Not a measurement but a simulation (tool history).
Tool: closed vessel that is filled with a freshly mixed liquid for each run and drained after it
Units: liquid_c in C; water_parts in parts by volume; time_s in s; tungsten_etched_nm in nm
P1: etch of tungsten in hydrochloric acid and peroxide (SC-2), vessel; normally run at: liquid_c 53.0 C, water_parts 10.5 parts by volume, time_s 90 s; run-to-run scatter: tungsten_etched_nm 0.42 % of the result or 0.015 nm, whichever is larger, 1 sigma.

run,hour,liquid_c,water_parts,time_s,hours since the thermometer was replaced,hours since the chemicals flow meter was replaced,hours since the drum of peroxide was connected,tungsten_etched_nm
1,10.1,53.0,10.5,90,350.0,320.4,118.1,26.3050
2,21.2,53.0,5.5,125,361.1,331.5,129.2,60.7060
3,36.5,53.0,10.5,90,376.4,346.8,144.5,26.6210
4,49.5,53.0,18.5,90,389.4,359.8,157.5,16.0340
5,60.2,37.5,10.5,90,400.1,370.5,168.2,9.0458
# hour 64.6: new drum of peroxide connected
6,69.8,53.0,10.5,145,409.7,380.1,5.2,42.5250
7,84.1,65.0,16.5,90,424.0,394.4,19.5,38.1050
8,96.2,53.0,10.5,30,436.1,406.5,31.6,8.8021
9,104.6,63.5,10.5,90,444.5,414.9,40.0,51.3660
10,116.2,53.0,10.5,90,456.1,426.5,51.6,26.4300
11,123.5,53.0,4.0,90,463.4,433.8,58.9,54.8310
12,135.0,53.0,10.5,90,474.9,445.3,70.4,26.4270
13,146.8,53.0,10.5,90,486.7,457.1,82.2,26.3570
14,163.4,53.0,10.5,90,503.3,473.7,98.8,27.6430
15,180.0,53.0,10.5,90,519.9,490.3,115.4,28.1450
16,194.4,53.0,10.5,90,534.3,504.7,129.8,28.5230
17,203.7,53.0,10.5,90,543.6,514.0,139.1,28.3830
18,211.1,53.0,10.5,90,551.0,521.4,146.5,28.5050

The next listed run, before its measurement:
19,225.0,53.0,10.5,90,564.9,535.3,160.4,?

tungsten_etched_nm: 28.8020 nm

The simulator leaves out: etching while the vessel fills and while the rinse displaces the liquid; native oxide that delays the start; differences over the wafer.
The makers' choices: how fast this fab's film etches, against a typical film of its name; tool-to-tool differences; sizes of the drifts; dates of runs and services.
